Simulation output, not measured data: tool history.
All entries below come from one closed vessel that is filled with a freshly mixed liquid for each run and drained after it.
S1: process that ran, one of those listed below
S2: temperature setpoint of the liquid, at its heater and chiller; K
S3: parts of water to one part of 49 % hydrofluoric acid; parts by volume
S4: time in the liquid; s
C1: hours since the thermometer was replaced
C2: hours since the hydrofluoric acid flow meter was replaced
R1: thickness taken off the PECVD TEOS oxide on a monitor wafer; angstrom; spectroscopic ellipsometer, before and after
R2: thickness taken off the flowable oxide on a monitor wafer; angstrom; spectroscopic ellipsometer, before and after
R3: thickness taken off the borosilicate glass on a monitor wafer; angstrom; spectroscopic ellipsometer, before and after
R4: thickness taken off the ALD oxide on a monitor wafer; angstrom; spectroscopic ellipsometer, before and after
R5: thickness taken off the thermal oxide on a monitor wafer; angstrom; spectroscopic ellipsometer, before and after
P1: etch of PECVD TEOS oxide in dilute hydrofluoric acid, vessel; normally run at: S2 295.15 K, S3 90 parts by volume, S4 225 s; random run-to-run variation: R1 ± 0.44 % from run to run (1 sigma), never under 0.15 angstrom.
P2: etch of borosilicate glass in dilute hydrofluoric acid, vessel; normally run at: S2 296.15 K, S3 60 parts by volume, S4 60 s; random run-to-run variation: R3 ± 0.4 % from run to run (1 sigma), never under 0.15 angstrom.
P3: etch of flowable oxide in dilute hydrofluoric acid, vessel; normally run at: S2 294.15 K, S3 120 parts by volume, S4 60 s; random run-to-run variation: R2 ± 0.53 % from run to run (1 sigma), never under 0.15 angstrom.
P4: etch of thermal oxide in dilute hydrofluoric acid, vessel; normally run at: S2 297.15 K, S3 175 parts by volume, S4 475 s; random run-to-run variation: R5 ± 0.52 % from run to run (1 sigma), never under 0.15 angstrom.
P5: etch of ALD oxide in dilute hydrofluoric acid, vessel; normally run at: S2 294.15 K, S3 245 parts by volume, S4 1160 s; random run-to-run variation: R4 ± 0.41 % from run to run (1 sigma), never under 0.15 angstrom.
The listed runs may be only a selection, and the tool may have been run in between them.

run	hour	S1	S2	S3	S4	C1	C2	R1	R2	R3	R4	R5
1	7.8	P1	295.15	90	225	546.1	164	269.17				
2	16.1	P1	295.15	45	225	554.4	172.3	570.21				
3	25.2	P3	302.15	120	60	563.5	181.4		146.08			
4	34.7	P2	296.15	60	60	573	190.9			489.19		
5	42	P1	295.15	90	225	580.3	198.2	271.76				
6	51	P1	295.15	90	225	589.3	207.2	267.91				
7	61.4	P5	294.15	440	1160	599.7	217.6				218.88	
8	71.9	P1	295.15	90	225	610.2	228.1	267.58				
9	78.9	P3	294.15	120	60	617.2	235.1		106.52			
10	85.3	P1	290.15	90	225	623.6	241.5	218.76				
11	94.1	P4	290.15	175	475	632.4	250.3					90.724
12	100.3	P3	294.15	120	30	638.6	256.5		53.744			
13	111.2	P5	290.15	245	1160	649.5	267.4				400.36	
14	119.4	P1	301.65	90	225	657.7	275.6	347.31				
15	125.1	P2	296.15	105	60	663.4	281.3			265.48		
16	133.8	P1	302.65	90	330	672.1	290	532.13				
17	139.2	P2	296.15	60	60	677.5	295.4			489.14		
18	146.8	P3	294.15	60	60	685.1	303		231.02			
19	156.9	P4	297.15	40	475	695.2	313.1					604.15
20	164.4	P1	295.15	90	225	702.7	320.6	271.35				
21	174.5	P2	302.15	60	60	712.8	330.7			628.61		
22	180.9	P1	295.15	90	30	719.2	337.1	35.774				
23	188.8	P5	294.15	245	1815	727.1	345				726.42	
24	196.4	P1	295.15	90	430	734.7	352.6	513.26				
25	205.4	P4	297.15	175	70	743.7	361.6					17.638
26	215.5	P5	294.15	245	1160	753.8	371.7				462.48	
27	223.8	P4	297.15	175	475	762.1	380					118.94
28	229.6	P2	296.15	60	30	767.9	385.8			245.05		
29	239.5	P1	295.15	135	225	777.8	395.7	170.03				
30	244.5	P3	294.15	120	60	782.8	400.7		107			
31	253	P1	295.15	90	225	791.3	409.2	268.66				
32	264	P1	295.15	90	225	802.3	420.2	252.72				
33	272.1	P1	295.15	90	225	810.4	428.3	250.22				
34	282.3	P1	295.15	90	225	820.6	438.5	244.6				
35	291.8	P1	295.15	90	225	830.1	448	245.6				
36	298.9	P1	295.15	90	225	837.2	455.1	242.69				
37	309.1	P1	295.15	90	225	847.4	465.3	241.61				

The log shows P1 creeping away from where it was. Any of the 2 causes listed here, at the size stated for it, fits the log just as well as the others:
A: hydrofluoric acid flow below the setpoint (%) = 8.6
B: liquid colder than its thermometer reads (K) = 2.44
The creep began at about hour 253.

Consider the 4 single-wafer check runs listed below, results given as question marks: which one distinguishes between the causes by giving clearly different results for each?
check 1	319.3	P3	297.65	120	60				?			
check 2	319.3	P2	296.15	105	30					?		
check 3	319.3	P5	290.15	430	1160						?	
check 4	319.3	P4	290.15	175	130							?

Predicted outcomes, by check and by cause:
check	result	if A	if B
check 1	R2	110.29	111.11
check 2	R3	119.81	120.21
check 3	R4	173.65	179.28
check 4	R5	22.272	22.393
How far apart the two closest causes lie, in the result that separates them most: check 1 0.75 %; check 2 0.33 %; check 3 3.19 %; check 4 0.54 %
The causes can be told apart only by check 3. The other checks would give nearly the same results under each of them.

Running check 3 produced the following: R4 178.88 angstrom. Which one of the listed causes fits?

It was cause B: liquid colder than its thermometer reads (K).
